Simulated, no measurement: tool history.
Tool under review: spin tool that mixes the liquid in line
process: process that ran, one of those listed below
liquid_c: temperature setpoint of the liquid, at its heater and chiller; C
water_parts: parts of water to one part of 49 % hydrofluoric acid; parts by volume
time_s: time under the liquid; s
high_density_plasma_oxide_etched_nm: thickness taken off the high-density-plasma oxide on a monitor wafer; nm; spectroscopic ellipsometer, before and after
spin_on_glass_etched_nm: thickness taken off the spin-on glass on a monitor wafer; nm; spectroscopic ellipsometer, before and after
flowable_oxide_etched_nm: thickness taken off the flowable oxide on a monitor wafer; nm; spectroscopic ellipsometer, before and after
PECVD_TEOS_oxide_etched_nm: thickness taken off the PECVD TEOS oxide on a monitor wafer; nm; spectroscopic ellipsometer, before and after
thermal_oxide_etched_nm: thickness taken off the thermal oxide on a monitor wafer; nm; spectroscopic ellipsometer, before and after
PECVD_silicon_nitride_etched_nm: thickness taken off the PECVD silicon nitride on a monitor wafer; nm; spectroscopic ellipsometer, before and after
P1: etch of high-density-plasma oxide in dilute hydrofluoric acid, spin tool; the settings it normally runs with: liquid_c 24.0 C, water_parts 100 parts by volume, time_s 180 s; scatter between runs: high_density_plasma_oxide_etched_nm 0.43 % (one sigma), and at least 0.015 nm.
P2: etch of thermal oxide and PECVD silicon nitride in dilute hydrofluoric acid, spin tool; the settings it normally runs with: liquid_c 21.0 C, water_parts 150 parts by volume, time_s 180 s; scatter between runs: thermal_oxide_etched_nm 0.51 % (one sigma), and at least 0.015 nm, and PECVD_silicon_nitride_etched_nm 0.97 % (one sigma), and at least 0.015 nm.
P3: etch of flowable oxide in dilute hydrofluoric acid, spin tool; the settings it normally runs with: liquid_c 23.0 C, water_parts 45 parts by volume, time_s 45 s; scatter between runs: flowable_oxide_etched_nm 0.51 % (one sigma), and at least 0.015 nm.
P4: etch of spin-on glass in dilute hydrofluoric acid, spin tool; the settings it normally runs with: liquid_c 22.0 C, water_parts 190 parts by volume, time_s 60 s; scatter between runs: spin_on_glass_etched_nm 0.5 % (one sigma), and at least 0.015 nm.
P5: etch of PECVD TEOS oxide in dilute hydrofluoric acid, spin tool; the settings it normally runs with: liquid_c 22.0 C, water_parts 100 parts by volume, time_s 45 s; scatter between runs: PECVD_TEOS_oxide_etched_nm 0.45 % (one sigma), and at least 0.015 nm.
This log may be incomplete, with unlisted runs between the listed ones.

run	hour	process	liquid_c	water_parts	time_s	high_density_plasma_oxide_etched_nm	spin_on_glass_etched_nm	flowable_oxide_etched_nm	PECVD_TEOS_oxide_etched_nm	thermal_oxide_etched_nm	PECVD_silicon_nitride_etched_nm
1	5.8	P1	24.0	100	180	8.83440					
2	10.3	P4	28.0	190	60		14.0290				
3	15.3	P3	23.0	45	45			54.434			
4	18.7	P1	24.0	100	20	0.99837					
# hour 19.0: thermometer replaced
5	21.3	P1	24.0	140	340	11.31700					
6	24.8	P5	22.0	100	45				11.4540		
7	28.5	P1	17.0	100	180	6.69280					
8	33.5	P4	22.0	190	60		11.2850				
9	39.0	P4	22.0	190	60		11.1570				
10	42.0	P2	25.5	150	180					5.4885	3.49140
11	47.1	P3	23.0	45	15			18.132			
12	50.8	P2	21.0	150	180					4.6363	2.60890
13	56.4	P5	22.0	20	45				63.4690		
14	60.6	P1	24.0	145	180	5.81920					
15	65.7	P1	24.0	60	180	15.53200					
16	71.2	P4	22.0	190	20		3.7123				
17	73.9	P3	30.5	45	45			74.627			
18	77.9	P1	29.5	100	180	10.90700					
19	83.1	P5	17.0	100	45				9.3787		
20	88.6	P1	24.0	100	180	8.77420					
21	93.9	P3	23.0	75	45			31.491			
22	98.7	P2	21.0	150	65					1.6317	0.90698
23	104.3	P5	22.0	100	15				3.8540		
24	110.0	P2	21.0	270	180					2.2442	1.43560
25	112.6	P1	24.0	100	180	8.77950					
26	115.7	P4	22.0	300	60		6.3497				
27	119.0	P1	24.0	100	180	8.93670					
28	124.4	P1	24.0	100	275	13.50700					
29	128.5	P1	24.0	100	180	8.87870					
30	131.0	P1	24.0	100	180	8.81440					
31	134.9	P1	24.0	100	180	8.63740					
32	139.7	P1	24.0	100	180	8.51490					
33	143.5	P1	24.0	100	180	8.30880					
34	146.3	P1	24.0	100	180	8.40420					
35	151.0	P1	24.0	100	180	8.34740					
36	156.2	P1	24.0	100	180	8.35790					

What P1 gives has crept away from where it was. These 2 causes fit the log equally well, each at the size given:
A: hydrofluoric acid flow below the setpoint (%) = 5.21
B: liquid colder than its thermometer reads (K) = 1.51
Creep in the process output first set in at about hour 131.0.

4 check runs are offered, each on 3 wafers whose results are averaged, their results left as question marks. Which one tells the causes apart?
check 1	161.4	P3	23.0	45	45			?			
check 2	161.4	P4	22.0	190	60		?				
check 3	161.4	P5	22.0	100	45				?		
check 4	161.4	P2	21.0	150	180					?	?

Outcome of each check run for each possible cause:
check	result	if A	if B
check 1	flowable_oxide_etched_nm	51.625	51.285
check 2	spin_on_glass_etched_nm	10.4390	10.5060
check 3	PECVD_TEOS_oxide_etched_nm	10.8000	10.7860
check 4	thermal_oxide_etched_nm	4.3358	4.3457
check 4	PECVD_silicon_nitride_etched_nm	2.45850	2.34240
Separation of the two closest causes in each check, using whichever result separates them best: check 1 0.66 %; check 2 0.64 %; check 3 0.14 %; check 4 4.84 %
Check 4 tells the causes apart: in the others they would give nearly the same result.

Check 4 was carried out, with these results: thermal_oxide_etched_nm 4.3596 nm; PECVD_silicon_nitride_etched_nm 2.30790 nm. Which of the listed causes is responsible?

It is B: liquid colder than its thermometer reads (K).
